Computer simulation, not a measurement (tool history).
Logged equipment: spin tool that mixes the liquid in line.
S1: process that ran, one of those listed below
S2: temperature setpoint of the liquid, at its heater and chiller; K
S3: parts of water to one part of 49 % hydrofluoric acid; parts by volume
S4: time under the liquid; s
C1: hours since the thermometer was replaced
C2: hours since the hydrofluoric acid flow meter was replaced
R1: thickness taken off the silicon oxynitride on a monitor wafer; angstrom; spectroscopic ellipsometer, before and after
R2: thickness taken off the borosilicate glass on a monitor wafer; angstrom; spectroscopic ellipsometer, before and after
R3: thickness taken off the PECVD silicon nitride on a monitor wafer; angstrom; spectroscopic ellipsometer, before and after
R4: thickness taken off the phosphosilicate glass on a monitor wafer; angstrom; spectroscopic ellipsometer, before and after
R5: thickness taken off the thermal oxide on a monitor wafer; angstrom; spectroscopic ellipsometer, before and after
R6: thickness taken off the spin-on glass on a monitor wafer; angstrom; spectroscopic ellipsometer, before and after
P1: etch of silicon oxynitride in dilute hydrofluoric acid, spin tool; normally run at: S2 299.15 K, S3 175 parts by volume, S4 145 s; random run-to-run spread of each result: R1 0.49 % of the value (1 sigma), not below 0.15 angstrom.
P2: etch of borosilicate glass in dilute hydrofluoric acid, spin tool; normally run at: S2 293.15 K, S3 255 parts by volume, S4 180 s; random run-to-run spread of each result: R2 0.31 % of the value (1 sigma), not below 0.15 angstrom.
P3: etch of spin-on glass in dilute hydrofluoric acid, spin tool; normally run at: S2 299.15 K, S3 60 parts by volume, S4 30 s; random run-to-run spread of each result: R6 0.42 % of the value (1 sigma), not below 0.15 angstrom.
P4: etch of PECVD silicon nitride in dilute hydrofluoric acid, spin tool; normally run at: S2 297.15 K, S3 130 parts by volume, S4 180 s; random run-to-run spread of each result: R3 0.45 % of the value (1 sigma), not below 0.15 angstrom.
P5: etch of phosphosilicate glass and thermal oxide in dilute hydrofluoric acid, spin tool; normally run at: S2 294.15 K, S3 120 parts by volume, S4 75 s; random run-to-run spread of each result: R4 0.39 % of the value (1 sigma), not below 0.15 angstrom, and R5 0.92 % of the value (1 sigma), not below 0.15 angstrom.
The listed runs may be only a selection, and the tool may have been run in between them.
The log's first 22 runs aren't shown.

run 23 hour=174.1 | S1=P3 S2=299.15 S3=20 S4=30 | C1=698.6 C2=691.3 | R6=808.3
run 24 hour=183.4 | S1=P5 S2=290.15 S3=120 S4=75 | C1=707.9 C2=700.6 | R4=408.79 R5=21.248
run 25 hour=191.1 | S1=P1 S2=299.15 S3=90 S4=145 | C1=715.6 C2=708.3 | R1=86.188
run 26 hour=200.1 | S1=P3 S2=299.15 S3=60 S4=30 | C1=724.6 C2=717.3 | R6=252.97
run 27 hour=208 | S1=P4 S2=302.15 S3=130 S4=180 | C1=732.5 C2=725.2 | R3=105.08
run 28 hour=216.4 | S1=P1 S2=299.15 S3=50 S4=75 | C1=740.9 C2=733.6 | R1=83.108
run 29 hour=226.7 | S1=P1 S2=299.15 S3=250 S4=145 | C1=751.2 C2=743.9 | R1=27.296
run 30 hour=237.5 | S1=P1 S2=299.15 S3=175 S4=50 | C1=762 C2=754.7 | R1=14.326
run 31 hour=243.5 | S1=P2 S2=293.15 S3=255 S4=35 | C1=768 C2=760.7 | R2=25.575
run 32 hour=248.9 | S1=P3 S2=299.15 S3=60 S4=45 | C1=773.4 C2=766.1 | R6=380.2
run 33 hour=257.7 | S1=P1 S2=299.15 S3=175 S4=145 | C1=782.2 C2=774.9 | R1=41.4
run 34 hour=268.6 | S1=P1 S2=299.15 S3=175 S4=145 | C1=793.1 C2=785.8 | R1=40.012
run 35 hour=277.6 | S1=P1 S2=299.15 S3=175 S4=145 | C1=802.1 C2=794.8 | R1=39.163
run 36 hour=287.1 | S1=P1 S2=299.15 S3=175 S4=145 | C1=811.6 C2=804.3 | R1=38.598
run 37 hour=292.7 | S1=P1 S2=299.15 S3=175 S4=145 | C1=817.2 C2=809.9 | R1=39.253
run 38 hour=299.6 | S1=P1 S2=299.15 S3=175 S4=145 | C1=824.1 C2=816.8 | R1=38.585
run 39 hour=306.3 | S1=P1 S2=299.15 S3=175 S4=145 | C1=830.8 C2=823.5 | R1=38.453
run 40 hour=314.7 | S1=P1 S2=299.15 S3=175 S4=145 | C1=839.2 C2=831.9 | R1=38.234
run 41 hour=321.3 | S1=P1 S2=299.15 S3=175 S4=145 | C1=845.8 C2=838.5 | R1=38.166
run 42 hour=328.5 | S1=P1 S2=299.15 S3=175 S4=145 | C1=853 C2=845.7 | R1=38.16
run 43 hour=335 | S1=P1 S2=299.15 S3=175 S4=145 | C1=859.5 C2=852.2 | R1=37.98

Run 44 has not been measured yet. What should we expect?
run 44 hour=345.6 | S1=P1 S2=299.15 S3=175 S4=145 | C1=870.1 C2=862.8 | R1=?

R1: 38.164 angstrom

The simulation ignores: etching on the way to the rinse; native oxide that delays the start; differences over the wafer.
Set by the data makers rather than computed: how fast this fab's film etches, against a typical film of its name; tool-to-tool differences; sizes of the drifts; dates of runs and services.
